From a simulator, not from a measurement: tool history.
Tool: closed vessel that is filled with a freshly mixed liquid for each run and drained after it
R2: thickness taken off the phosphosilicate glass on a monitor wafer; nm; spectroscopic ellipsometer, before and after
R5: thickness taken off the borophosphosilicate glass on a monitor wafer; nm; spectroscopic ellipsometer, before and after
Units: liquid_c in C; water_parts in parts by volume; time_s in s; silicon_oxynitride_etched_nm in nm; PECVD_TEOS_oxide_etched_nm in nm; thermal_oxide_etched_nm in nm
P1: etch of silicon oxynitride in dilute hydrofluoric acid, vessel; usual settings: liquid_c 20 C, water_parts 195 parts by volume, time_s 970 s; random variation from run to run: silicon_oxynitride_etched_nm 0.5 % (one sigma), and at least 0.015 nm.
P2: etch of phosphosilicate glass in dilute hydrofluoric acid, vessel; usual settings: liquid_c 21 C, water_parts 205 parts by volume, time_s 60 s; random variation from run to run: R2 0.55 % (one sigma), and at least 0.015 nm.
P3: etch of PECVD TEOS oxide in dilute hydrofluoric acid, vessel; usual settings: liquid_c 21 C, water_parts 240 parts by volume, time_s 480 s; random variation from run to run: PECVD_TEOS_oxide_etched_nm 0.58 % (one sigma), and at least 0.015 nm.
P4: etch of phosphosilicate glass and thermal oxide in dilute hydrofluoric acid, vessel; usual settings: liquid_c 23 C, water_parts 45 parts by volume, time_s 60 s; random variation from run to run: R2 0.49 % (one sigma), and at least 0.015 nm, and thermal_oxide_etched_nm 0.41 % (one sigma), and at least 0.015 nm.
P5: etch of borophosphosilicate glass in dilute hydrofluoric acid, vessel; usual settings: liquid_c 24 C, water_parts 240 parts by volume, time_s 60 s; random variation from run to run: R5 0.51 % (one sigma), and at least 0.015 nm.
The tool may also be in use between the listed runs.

Run 1, hour 15.5: process P1, liquid_c 20 C, water_parts 195 parts by volume, time_s 970 s. Result: silicon_oxynitride_etched_nm 5.328 nm.
Run 2, hour 26.9: process P1, liquid_c 28 C, water_parts 195 parts by volume, time_s 970 s. Result: silicon_oxynitride_etched_nm 7.7054 nm.
Run 3, hour 39.5: process P2, liquid_c 21 C, water_parts 205 parts by volume, time_s 110 s. Result: R2 65.968 nm.
Run 4, hour 46.8: process P3, liquid_c 21 C, water_parts 240 parts by volume, time_s 260 s. Result: PECVD_TEOS_oxide_etched_nm 23.712 nm.
Run 5, hour 53.8: process P2, liquid_c 27.5 C, water_parts 205 parts by volume, time_s 60 s. Result: R2 45.943 nm.
Run 6, hour 62.1: process P1, liquid_c 20 C, water_parts 195 parts by volume, time_s 970 s. Result: silicon_oxynitride_etched_nm 5.3215 nm.
Run 7, hour 70.8: process P1, liquid_c 17 C, water_parts 195 parts by volume, time_s 970 s. Result: silicon_oxynitride_etched_nm 4.6425 nm.
Run 8, hour 82.1: process P3, liquid_c 21 C, water_parts 240 parts by volume, time_s 480 s. Result: PECVD_TEOS_oxide_etched_nm 43.62 nm.
Run 9, hour 97.2: process P4, liquid_c 23 C, water_parts 45 parts by volume, time_s 30 s. Result: R2 63.645 nm, thermal_oxide_etched_nm 3.1416 nm.
Run 10, hour 112.3: process P1, liquid_c 20 C, water_parts 100 parts by volume, time_s 970 s. Result: silicon_oxynitride_etched_nm 11.103 nm.
Run 11, hour 119.3: process P4, liquid_c 23 C, water_parts 70 parts by volume, time_s 60 s. Result: R2 79.408 nm, thermal_oxide_etched_nm 3.9846 nm.
Run 12, hour 128.3: process P3, liquid_c 21 C, water_parts 90 parts by volume, time_s 480 s. Result: PECVD_TEOS_oxide_etched_nm 135.27 nm.
Run 13, hour 139.9: process P5, liquid_c 24 C, water_parts 240 parts by volume, time_s 60 s. Result: R5 10.354 nm.
Run 14, hour 148.4: process P1, liquid_c 20 C, water_parts 195 parts by volume, time_s 970 s. Result: silicon_oxynitride_etched_nm 5.3041 nm.
Run 15, hour 157.1: process P1, liquid_c 20 C, water_parts 195 parts by volume, time_s 1840 s. Result: silicon_oxynitride_etched_nm 10.1 nm.
Run 16, hour 169.7: process P1, liquid_c 20 C, water_parts 340 parts by volume, time_s 580 s. Result: silicon_oxynitride_etched_nm 1.6801 nm.
Run 17, hour 178.7: process P5, liquid_c 24 C, water_parts 240 parts by volume, time_s 60 s. Result: R5 10.349 nm.
Run 18, hour 190.2: process P4, liquid_c 23 C, water_parts 45 parts by volume, time_s 60 s. Result: R2 127 nm, thermal_oxide_etched_nm 6.3771 nm.
Run 19, hour 199.9: process P2, liquid_c 21 C, water_parts 45 parts by volume, time_s 60 s. Result: R2 195.86 nm.
Run 20, hour 213.9: process P4, liquid_c 29 C, water_parts 45 parts by volume, time_s 60 s. Result: R2 162.34 nm, thermal_oxide_etched_nm 8.1052 nm.
Run 21, hour 226.8: process P1, liquid_c 20 C, water_parts 365 parts by volume, time_s 970 s. Result: silicon_oxynitride_etched_nm 2.5564 nm.
Run 22, hour 236.7: process P1, liquid_c 20 C, water_parts 195 parts by volume, time_s 970 s. Result: silicon_oxynitride_etched_nm 5.2683 nm.
Run 23, hour 243.9: process P1, liquid_c 20 C, water_parts 195 parts by volume, time_s 970 s. Result: silicon_oxynitride_etched_nm 5.2933 nm.
Run 24, hour 254.1: process P5, liquid_c 24 C, water_parts 55 parts by volume, time_s 60 s. Result: R5 56.071 nm.
Run 25, hour 269.5: process P1, liquid_c 20 C, water_parts 195 parts by volume, time_s 390 s. Result: silicon_oxynitride_etched_nm 2.1521 nm.
Run 26, hour 282.8: process P3, liquid_c 17 C, water_parts 240 parts by volume, time_s 480 s. Result: PECVD_TEOS_oxide_etched_nm 37.332 nm.
Run 27, hour 293.6: process P1, liquid_c 20 C, water_parts 195 parts by volume, time_s 970 s. Result: silicon_oxynitride_etched_nm 5.26 nm.
Run 28, hour 301.5: process P1, liquid_c 20 C, water_parts 195 parts by volume, time_s 970 s. Result: silicon_oxynitride_etched_nm 5.2584 nm.
Run 29, hour 313.2: process P4, liquid_c 23 C, water_parts 45 parts by volume, time_s 60 s. Result: R2 127.66 nm, thermal_oxide_etched_nm 6.3933 nm.
Run 30, hour 322.1: process P5, liquid_c 24 C, water_parts 240 parts by volume, time_s 120 s. Result: R5 20.572 nm.
Run 31, hour 336.7: process P5, liquid_c 31.5 C, water_parts 240 parts by volume, time_s 60 s. Result: R5 13.427 nm.
Run 32, hour 352.6: process P2, liquid_c 21 C, water_parts 205 parts by volume, time_s 60 s. Result: R2 36.166 nm.
Run 33, hour 366.1: process P1, liquid_c 20 C, water_parts 195 parts by volume, time_s 970 s. Result: silicon_oxynitride_etched_nm 5.3397 nm.
Run 34, hour 374.8: process P1, liquid_c 20 C, water_parts 195 parts by volume, time_s 970 s. Result: silicon_oxynitride_etched_nm 5.189 nm.
Run 35, hour 384.3: process P1, liquid_c 20 C, water_parts 195 parts by volume, time_s 970 s. Result: silicon_oxynitride_etched_nm 5.0062 nm.
Run 36, hour 396.5: process P1, liquid_c 20 C, water_parts 195 parts by volume, time_s 970 s. Result: silicon_oxynitride_etched_nm 4.8719 nm.
Run 37, hour 411.1: process P1, liquid_c 20 C, water_parts 195 parts by volume, time_s 970 s. Result: silicon_oxynitride_etched_nm 4.9168 nm.
Run 38, hour 427: process P1, liquid_c 20 C, water_parts 195 parts by volume, time_s 970 s. Result: silicon_oxynitride_etched_nm 4.733 nm.
Run 39, hour 439.9: process P1, liquid_c 20 C, water_parts 195 parts by volume, time_s 970 s. Result: silicon_oxynitride_etched_nm 4.7642 nm.
Run 40, hour 452.1: process P1, liquid_c 20 C, water_parts 195 parts by volume, time_s 970 s. Result: silicon_oxynitride_etched_nm 4.7805 nm.
Run 41, hour 464.8: process P1, liquid_c 20 C, water_parts 195 parts by volume, time_s 970 s. Result: silicon_oxynitride_etched_nm 4.7636 nm.
Run 42, hour 474.7: process P1, liquid_c 20 C, water_parts 195 parts by volume, time_s 970 s. Result: silicon_oxynitride_etched_nm 4.749 nm.

What P1 gives has crept away from where it was. These 2 causes fit the log equally well, each at the size given:
A: hydrofluoric acid flow below the setpoint (%) = 9.53
B: liquid colder than its thermometer reads (K) = 2.41
The creep began at about hour 366.1.

4 check runs are offered, one wafer each, their results left as question marks. Which one tells the causes apart?
Run check 1, hour 484.6: process P5, liquid_c 29.5 C, water_parts 240 parts by volume, time_s 95 s. Result: R5 ?.
Run check 2, hour 484.6: process P2, liquid_c 21 C, water_parts 60 parts by volume, time_s 95 s. Result: R2 ?.
Run check 3, hour 484.6: process P3, liquid_c 21 C, water_parts 105 parts by volume, time_s 305 s. Result: PECVD_TEOS_oxide_etched_nm ?.
Run check 4, hour 484.6: process P4, liquid_c 23 C, water_parts 65 parts by volume, time_s 35 s. Result: R2 ?, thermal_oxide_etched_nm ?.

What each check would give under each cause:
  check                      result    if A    if B
check 1                          R5   17.43   18.26
check 2                          R2  205.44  206.67
check 3  PECVD_TEOS_oxide_etched_nm  64.937  65.835
check 4                          R2  44.942  45.348
check 4     thermal_oxide_etched_nm  2.2599  2.2803
How far apart the two closest causes lie, in the result that separates them most: check 1 4.65 %; check 2 0.6 %; check 3 1.37 %; check 4 0.9 %
Check 1 tells the causes apart: in the others they would give nearly the same result.

Check 1 was then run and gave: R5 17.386 nm. Which cause is it?

It is A: hydrofluoric acid flow below the setpoint (%).

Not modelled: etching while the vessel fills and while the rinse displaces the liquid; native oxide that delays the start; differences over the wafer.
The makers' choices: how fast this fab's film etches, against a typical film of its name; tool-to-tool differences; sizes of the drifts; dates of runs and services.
